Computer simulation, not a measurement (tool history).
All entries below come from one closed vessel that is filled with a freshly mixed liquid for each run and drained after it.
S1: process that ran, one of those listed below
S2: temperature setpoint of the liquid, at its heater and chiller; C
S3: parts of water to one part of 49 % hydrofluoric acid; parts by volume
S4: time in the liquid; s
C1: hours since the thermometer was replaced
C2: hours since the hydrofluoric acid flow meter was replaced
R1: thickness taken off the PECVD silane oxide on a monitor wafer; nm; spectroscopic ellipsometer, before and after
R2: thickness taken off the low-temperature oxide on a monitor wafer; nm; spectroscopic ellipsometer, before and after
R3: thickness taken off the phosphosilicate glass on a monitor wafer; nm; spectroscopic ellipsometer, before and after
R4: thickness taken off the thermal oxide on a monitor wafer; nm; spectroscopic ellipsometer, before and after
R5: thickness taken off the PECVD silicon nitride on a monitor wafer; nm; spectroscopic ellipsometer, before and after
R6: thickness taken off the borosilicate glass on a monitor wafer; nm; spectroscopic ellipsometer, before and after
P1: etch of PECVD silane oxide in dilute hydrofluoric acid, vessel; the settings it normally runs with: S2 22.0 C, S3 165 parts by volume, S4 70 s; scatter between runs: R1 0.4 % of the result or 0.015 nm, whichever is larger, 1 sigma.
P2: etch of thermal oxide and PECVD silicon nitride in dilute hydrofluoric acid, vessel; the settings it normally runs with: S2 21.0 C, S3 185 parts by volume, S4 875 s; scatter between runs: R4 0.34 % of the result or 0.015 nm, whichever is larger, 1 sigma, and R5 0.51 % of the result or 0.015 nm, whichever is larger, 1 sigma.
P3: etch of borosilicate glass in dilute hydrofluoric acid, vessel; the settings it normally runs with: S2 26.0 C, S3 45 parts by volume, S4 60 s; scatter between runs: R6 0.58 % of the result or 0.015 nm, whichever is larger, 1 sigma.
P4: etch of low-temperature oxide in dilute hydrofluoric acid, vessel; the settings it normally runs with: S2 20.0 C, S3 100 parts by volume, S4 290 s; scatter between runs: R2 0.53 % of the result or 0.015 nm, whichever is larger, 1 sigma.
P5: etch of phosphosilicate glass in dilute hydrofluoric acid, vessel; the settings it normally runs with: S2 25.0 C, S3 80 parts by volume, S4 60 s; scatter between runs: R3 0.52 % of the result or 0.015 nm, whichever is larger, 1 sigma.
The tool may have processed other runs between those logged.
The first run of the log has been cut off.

run 2 hour=17.0 | S1=P4 S2=20.0 S3=100 S4=290 | C1=698.4 C2=213.9 | R2=31.719
run 3 hour=25.5 | S1=P5 S2=25.0 S3=80 S4=30 | C1=706.9 C2=222.4 | R3=53.005
run 4 hour=30.6 | S1=P1 S2=22.0 S3=165 S4=70 | C1=712.0 C2=227.5 | R1=15.1330
run 5 hour=41.4 | S1=P2 S2=21.0 S3=300 S4=875 | C1=722.8 C2=238.3 | R4=10.366 R5=8.3247
run 6 hour=49.0 | S1=P3 S2=26.0 S3=60 S4=60 | C1=730.4 C2=245.9 | R6=31.564
run 7 hour=57.8 | S1=P2 S2=25.5 S3=185 S4=875 | C1=739.2 C2=254.7 | R4=22.291 R5=18.0640
run 8 hour=63.2 | S1=P1 S2=22.0 S3=275 S4=70 | C1=744.6 C2=260.1 | R1=8.1416
run 9 hour=70.8 | S1=P1 S2=22.0 S3=165 S4=70 | C1=752.2 C2=267.7 | R1=15.0850
run 10 hour=77.0 | S1=P1 S2=26.5 S3=165 S4=70 | C1=758.4 C2=273.9 | R1=17.8620
run 11 hour=82.0 | S1=P3 S2=20.5 S3=45 S4=60 | C1=763.4 C2=278.9 | R6=34.160
run 12 hour=88.3 | S1=P1 S2=22.0 S3=165 S4=70 | C1=769.7 C2=285.2 | R1=15.1340
run 13 hour=96.2 | S1=P1 S2=17.0 S3=165 S4=70 | C1=777.6 C2=293.1 | R1=12.4480
run 14 hour=104.6 | S1=P3 S2=26.0 S3=45 S4=30 | C1=786.0 C2=301.5 | R6=21.372
run 15 hour=113.1 | S1=P5 S2=25.0 S3=80 S4=60 | C1=794.5 C2=310.0 | R3=107.210
run 16 hour=123.1 | S1=P1 S2=22.0 S3=165 S4=130 | C1=804.5 C2=320.0 | R1=28.0610
run 17 hour=129.0 | S1=P5 S2=31.0 S3=80 S4=60 | C1=810.4 C2=325.9 | R3=135.970
run 18 hour=137.0 | S1=P1 S2=22.0 S3=165 S4=30 | C1=818.4 C2=333.9 | R1=6.4846
run 19 hour=146.0 | S1=P4 S2=17.0 S3=100 S4=290 | C1=827.4 C2=342.9 | R2=27.912
run 20 hour=156.8 | S1=P4 S2=20.0 S3=180 S4=290 | C1=838.2 C2=353.7 | R2=16.197
run 21 hour=162.2 | S1=P1 S2=17.0 S3=165 S4=30 | C1=843.6 C2=359.1 | R1=5.2749
run 22 hour=171.6 | S1=P4 S2=20.0 S3=100 S4=535 | C1=853.0 C2=368.5 | R2=58.380

Run 23, settings as shown, results not yet in. Your forecast:
run 23 hour=179.0 | S1=P2 S2=21.0 S3=185 S4=875 | C1=860.4 C2=375.9 | R4=? R5=?

{"run 23": {"R4": 18.731, "R5": 13.376}}
